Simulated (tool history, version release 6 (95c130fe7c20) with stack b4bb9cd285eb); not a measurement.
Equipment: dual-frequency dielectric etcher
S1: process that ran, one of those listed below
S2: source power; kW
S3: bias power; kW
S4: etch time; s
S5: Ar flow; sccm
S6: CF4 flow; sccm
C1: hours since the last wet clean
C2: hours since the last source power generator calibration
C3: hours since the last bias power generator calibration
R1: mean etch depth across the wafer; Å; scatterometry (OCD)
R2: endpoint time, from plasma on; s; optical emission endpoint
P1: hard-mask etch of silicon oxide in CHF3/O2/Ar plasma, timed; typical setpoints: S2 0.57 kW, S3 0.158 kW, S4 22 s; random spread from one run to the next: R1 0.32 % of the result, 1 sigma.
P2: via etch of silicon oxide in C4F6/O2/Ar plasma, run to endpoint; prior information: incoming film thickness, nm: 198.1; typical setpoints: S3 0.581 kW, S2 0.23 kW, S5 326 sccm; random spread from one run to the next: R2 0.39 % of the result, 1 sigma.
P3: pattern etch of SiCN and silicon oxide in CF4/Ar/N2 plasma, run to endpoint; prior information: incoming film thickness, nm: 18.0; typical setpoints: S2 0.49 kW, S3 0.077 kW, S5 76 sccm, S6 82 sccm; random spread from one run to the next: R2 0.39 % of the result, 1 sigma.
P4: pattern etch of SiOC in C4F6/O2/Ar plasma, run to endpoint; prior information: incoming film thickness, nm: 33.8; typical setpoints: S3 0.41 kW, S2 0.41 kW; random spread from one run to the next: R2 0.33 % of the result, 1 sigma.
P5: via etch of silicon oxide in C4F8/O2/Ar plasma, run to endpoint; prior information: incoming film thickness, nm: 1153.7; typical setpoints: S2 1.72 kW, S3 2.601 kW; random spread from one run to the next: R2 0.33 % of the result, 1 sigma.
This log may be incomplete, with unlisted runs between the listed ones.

run 1 hour=5.7 | S1=P1 S2=0.57 S3=0.158 S4=22 | C1=86.4 C2=1212.1 C3=1430.6 | R1=408.09
run 2 hour=10.2 | S1=P1 S2=0.57 S3=0.158 S4=22 | C1=90.9 C2=1216.6 C3=1435.1 | R1=406.9
run 3 hour=13.8 | S1=P1 S2=0.57 S3=0.158 S4=28 | C1=94.5 C2=1220.2 C3=1438.7 | R1=515.17
run 4 hour=18.4 | S1=P5 S2=1.72 S3=2.601 | C1=99.1 C2=1224.8 C3=1443.3 | R2=232.1
run 5 hour=21.2 | S1=P1 S2=0.57 S3=0.222 S4=22 | C1=101.9 C2=1227.6 C3=1446.1 | R1=457.13
run 6 hour=26.5 | S1=P2 S2=0.23 S3=0.404 S5=326 | C1=107.2 C2=1232.9 C3=1451.4 | R2=58.21
run 7 hour=30.4 | S1=P4 S2=0.41 S3=0.269 | C1=111.1 C2=1236.8 C3=1455.3 | R2=14.031
run 8 hour=33 | S1=P5 S2=1.72 S3=2.058 | C1=113.7 C2=1239.4 C3=1457.9 | R2=248.82
run 9 hour=38.2 | S1=P3 S2=0.63 S3=0.077 S5=76 S6=82 | C1=118.9 C2=1244.6 C3=1463.1 | R2=14.816
run 10 hour=43.1 | S1=P1 S2=0.57 S3=0.119 S4=22 | C1=123.8 C2=1249.5 C3=1468 | R1=369.65
run 11 hour=48.1 | S1=P2 S2=0.23 S3=0.581 S5=326 | C1=128.8 C2=1254.5 C3=1473 | R2=50.211
run 12 hour=53.6 | S1=P3 S2=0.49 S3=0.077 S5=101 S6=82 | C1=134.3 C2=1260 C3=1478.5 | R2=19.051
run 13 hour=59.3 | S1=P3 S2=0.49 S3=0.077 S5=76 S6=63 | C1=140 C2=1265.7 C3=1484.2 | R2=19.25
run 14 hour=64.2 | S1=P1 S2=0.37 S3=0.158 S4=22 | C1=144.9 C2=1270.6 C3=1489.1 | R1=344.02
run 15 hour=67.1 | S1=P1 S2=0.57 S3=0.158 S4=22 | C1=147.8 C2=1273.5 C3=1492 | R1=409.12
run 16 hour=72.6 | S1=P1 S2=0.57 S3=0.158 S4=14.5 | C1=153.3 C2=1279 C3=1497.5 | R1=268.34
run 17 hour=78.3 | S1=P3 S2=0.49 S3=0.097 S5=76 S6=82 | C1=159 C2=1284.7 C3=1503.2 | R2=17.131
run 18 hour=84.1 | S1=P1 S2=0.68 S3=0.158 S4=22 | C1=164.8 C2=1290.5 C3=1509 | R1=434.78
run 19 hour=88.9 | S1=P4 S2=0.48 S3=0.41 | C1=169.6 C2=1295.3 C3=1513.8 | R2=11.486
run 20 hour=93.1 | S1=P2 S2=0.23 S3=0.581 S5=326 | C1=173.8 C2=1299.5 C3=1518 | R2=50.683
run 21 hour=96.8 | S1=P1 S2=0.46 S3=0.203 S4=22 | C1=177.5 C2=1303.2 C3=1521.7 | R1=409.96
run 22 hour=102.3 | S1=P4 S2=0.41 S3=0.41 | C1=183 C2=1308.7 C3=1527.2 | R2=12.133
run 23 hour=105.4 | S1=P2 S2=0.23 S3=0.581 S5=389 | C1=186.1 C2=1311.8 C3=1530.3 | R2=51.648
run 24 hour=110.6 | S1=P1 S2=0.57 S3=0.158 S4=22 | C1=191.3 C2=1317 C3=1535.5 | R1=407.07
run 25 hour=114.5 | S1=P2 S2=0.15 S3=0.581 S5=326 | C1=195.2 C2=1320.9 C3=1539.4 | R2=58.636
run 26 hour=120.1 | S1=P3 S2=0.49 S3=0.077 S5=76 S6=82 | C1=200.8 C2=1326.5 C3=1545 | R2=18.367
run 27 hour=124.6 | S1=P1 S2=0.57 S3=0.158 S4=22 | C1=205.3 C2=1331 C3=1549.5 | R1=408.29
run 28 hour=127.6 | S1=P1 S2=0.57 S3=0.158 S4=22 | C1=208.3 C2=1334 C3=1552.5 | R1=405.16

What does the tool deliver on the next run?
run 29 hour=133.2 | S1=P4 S2=0.41 S3=0.41 | C1=213.9 C2=1339.6 C3=1558.1 | R2=?

Run 29 gave R2 12.171 s.

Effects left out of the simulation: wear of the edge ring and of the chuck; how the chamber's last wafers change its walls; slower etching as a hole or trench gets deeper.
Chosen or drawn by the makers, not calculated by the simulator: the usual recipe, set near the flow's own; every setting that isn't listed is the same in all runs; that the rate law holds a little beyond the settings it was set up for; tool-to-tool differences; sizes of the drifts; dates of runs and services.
